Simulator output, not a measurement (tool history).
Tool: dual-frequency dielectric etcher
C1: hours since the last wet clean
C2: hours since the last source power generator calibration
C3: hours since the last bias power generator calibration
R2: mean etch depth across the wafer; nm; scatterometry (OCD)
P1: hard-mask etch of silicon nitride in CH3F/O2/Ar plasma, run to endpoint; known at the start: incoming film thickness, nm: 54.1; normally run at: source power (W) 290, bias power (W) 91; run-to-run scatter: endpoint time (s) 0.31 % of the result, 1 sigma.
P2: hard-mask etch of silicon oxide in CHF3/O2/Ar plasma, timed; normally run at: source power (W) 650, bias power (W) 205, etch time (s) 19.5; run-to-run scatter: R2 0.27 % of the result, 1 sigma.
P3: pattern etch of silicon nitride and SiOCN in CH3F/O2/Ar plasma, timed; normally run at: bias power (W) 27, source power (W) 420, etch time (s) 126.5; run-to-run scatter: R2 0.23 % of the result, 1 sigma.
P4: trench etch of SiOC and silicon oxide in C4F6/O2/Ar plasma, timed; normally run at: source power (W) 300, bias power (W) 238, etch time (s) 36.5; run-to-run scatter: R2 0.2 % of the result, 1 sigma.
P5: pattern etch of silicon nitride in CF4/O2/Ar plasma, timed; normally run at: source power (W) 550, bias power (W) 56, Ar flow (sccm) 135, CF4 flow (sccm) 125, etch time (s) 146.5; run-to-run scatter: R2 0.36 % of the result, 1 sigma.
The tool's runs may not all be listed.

run 1 hour=7.8 | process_that_ran=P1 source_power_(W)=290 bias_power_(W)=91 | C1=94.7 C2=1074.6 C3=1436.2 | endpoint_time_(s)=83.694
run 2 hour=17.9 | process_that_ran=P1 source_power_(W)=290 bias_power_(W)=91 | C1=104.8 C2=1084.7 C3=1446.3 | endpoint_time_(s)=83.388
run 3 hour=28 | process_that_ran=P3 source_power_(W)=420 bias_power_(W)=19 etch_time_(s)=126.5 | C1=114.9 C2=1094.8 C3=1456.4 | R2=15.743
run 4 hour=34.6 | process_that_ran=P5 source_power_(W)=550 bias_power_(W)=56 etch_time_(s)=146.5 Ar_flow_(sccm)=135 CF4_flow_(sccm)=86 | C1=121.5 C2=1101.4 C3=1463 | R2=294.72
run 5 hour=42.6 | process_that_ran=P2 source_power_(W)=400 bias_power_(W)=205 etch_time_(s)=19.5 | C1=129.5 C2=1109.4 C3=1471 | R2=35.997
run 6 hour=53.7 | process_that_ran=P5 source_power_(W)=550 bias_power_(W)=56 etch_time_(s)=146.5 Ar_flow_(sccm)=135 CF4_flow_(sccm)=125 | C1=140.6 C2=1120.5 C3=1482.1 | R2=310.77
run 7 hour=61.6 | process_that_ran=P4 source_power_(W)=300 bias_power_(W)=238 etch_time_(s)=36.5 | C1=148.5 C2=1128.4 C3=1490 | R2=68.472
run 8 hour=70 | process_that_ran=P1 source_power_(W)=290 bias_power_(W)=121 | C1=156.9 C2=1136.8 C3=1498.4 | endpoint_time_(s)=75.295
run 9 hour=83.7 | process_that_ran=P4 source_power_(W)=220 bias_power_(W)=238 etch_time_(s)=36.5 | C1=170.6 C2=1150.5 C3=1512.1 | R2=60.979
run 10 hour=97 | process_that_ran=P5 source_power_(W)=550 bias_power_(W)=56 etch_time_(s)=146.5 Ar_flow_(sccm)=135 CF4_flow_(sccm)=125 | C1=183.9 C2=1163.8 C3=1525.4 | R2=309.47
run 11 hour=109.7 | process_that_ran=P3 source_power_(W)=420 bias_power_(W)=27 etch_time_(s)=178 | C1=196.6 C2=1176.5 C3=1538.1 | R2=25.895
run 12 hour=119.4 | process_that_ran=P1 source_power_(W)=190 bias_power_(W)=115 | C1=206.3 C2=1186.2 C3=1547.8 | endpoint_time_(s)=89.185
run 13 hour=130.6 | process_that_ran=P2 source_power_(W)=650 bias_power_(W)=264 etch_time_(s)=19.5 | C1=217.5 C2=1197.4 C3=1559 | R2=47.144
run 14 hour=140.9 | process_that_ran=P5 source_power_(W)=550 bias_power_(W)=56 etch_time_(s)=146.5 Ar_flow_(sccm)=171 CF4_flow_(sccm)=125 | C1=227.8 C2=1207.7 C3=1569.3 | R2=301.95
run 15 hour=152.1 | process_that_ran=P5 source_power_(W)=550 bias_power_(W)=38 etch_time_(s)=146.5 Ar_flow_(sccm)=135 CF4_flow_(sccm)=125 | C1=239 C2=1218.9 C3=1580.5 | R2=268.62
run 16 hour=162 | process_that_ran=P1 source_power_(W)=290 bias_power_(W)=91 | C1=248.9 C2=1228.8 C3=1590.4 | endpoint_time_(s)=83.397
run 17 hour=168.9 | process_that_ran=P3 source_power_(W)=420 bias_power_(W)=27 etch_time_(s)=126.5 | C1=255.8 C2=1235.7 C3=1597.3 | R2=18.42
run 18 hour=175.1 | process_that_ran=P5 source_power_(W)=550 bias_power_(W)=56 etch_time_(s)=88 Ar_flow_(sccm)=135 CF4_flow_(sccm)=125 | C1=262 C2=1241.9 C3=1603.5 | R2=185.64
run 19 hour=185.9 | process_that_ran=P4 source_power_(W)=300 bias_power_(W)=238 etch_time_(s)=47 | C1=272.8 C2=1252.7 C3=1614.3 | R2=88.21
run 20 hour=195 | process_that_ran=P5 source_power_(W)=450 bias_power_(W)=56 etch_time_(s)=146.5 Ar_flow_(sccm)=135 CF4_flow_(sccm)=125 | C1=281.9 C2=1261.8 C3=1623.4 | R2=260.25
run 21 hour=202.9 | process_that_ran=P3 source_power_(W)=250 bias_power_(W)=27 etch_time_(s)=126.5 | C1=289.8 C2=1269.7 C3=1631.3 | R2=15.506
run 22 hour=214.1 | process_that_ran=P4 source_power_(W)=300 bias_power_(W)=146 etch_time_(s)=36.5 | C1=301 C2=1280.9 C3=1642.5 | R2=58.657
-- hour=221.5 source power generator calibrated
run 23 hour=223.3 | process_that_ran=P1 source_power_(W)=200 bias_power_(W)=91 | C1=310.2 C2=1.8 C3=1651.7 | endpoint_time_(s)=96.172
run 24 hour=237.4 | process_that_ran=P1 source_power_(W)=390 bias_power_(W)=91 | C1=324.3 C2=15.9 C3=1665.8 | endpoint_time_(s)=74.787
run 25 hour=249.2 | process_that_ran=P1 source_power_(W)=290 bias_power_(W)=71 | C1=336.1 C2=27.7 C3=1677.6 | endpoint_time_(s)=91.334
run 26 hour=260.8 | process_that_ran=P2 source_power_(W)=650 bias_power_(W)=205 etch_time_(s)=19.5 | C1=347.7 C2=39.3 C3=1689.2 | R2=43.076
run 27 hour=272.4 | process_that_ran=P2 source_power_(W)=650 bias_power_(W)=205 etch_time_(s)=10.5 | C1=359.3 C2=50.9 C3=1700.8 | R2=23.273
run 28 hour=280.4 | process_that_ran=P2 source_power_(W)=650 bias_power_(W)=205 etch_time_(s)=19.5 | C1=367.3 C2=58.9 C3=1708.8 | R2=43.171
run 29 hour=286.5 | process_that_ran=P1 source_power_(W)=290 bias_power_(W)=91 | C1=373.4 C2=65 C3=1714.9 | endpoint_time_(s)=83.438
run 30 hour=296.1 | process_that_ran=P1 source_power_(W)=290 bias_power_(W)=91 | C1=383 C2=74.6 C3=1724.5 | endpoint_time_(s)=83.44
run 31 hour=304.3 | process_that_ran=P1 source_power_(W)=290 bias_power_(W)=91 | C1=391.2 C2=82.8 C3=1732.7 | endpoint_time_(s)=83.096
run 32 hour=314.9 | process_that_ran=P1 source_power_(W)=290 bias_power_(W)=91 | C1=401.8 C2=93.4 C3=1743.3 | endpoint_time_(s)=83.039
run 33 hour=328.5 | process_that_ran=P1 source_power_(W)=290 bias_power_(W)=91 | C1=415.4 C2=107 C3=1756.9 | endpoint_time_(s)=82.403

Run 34 comes next. What will it give?
-- hour=330.5 wet clean of the chamber
run 34 hour=335.2 | process_that_ran=P1 source_power_(W)=290 bias_power_(W)=91 | C1=4.7 C2=113.7 C3=1763.6 | endpoint_time_(s)=?

Run 34 gave endpoint time (s) 82.458.
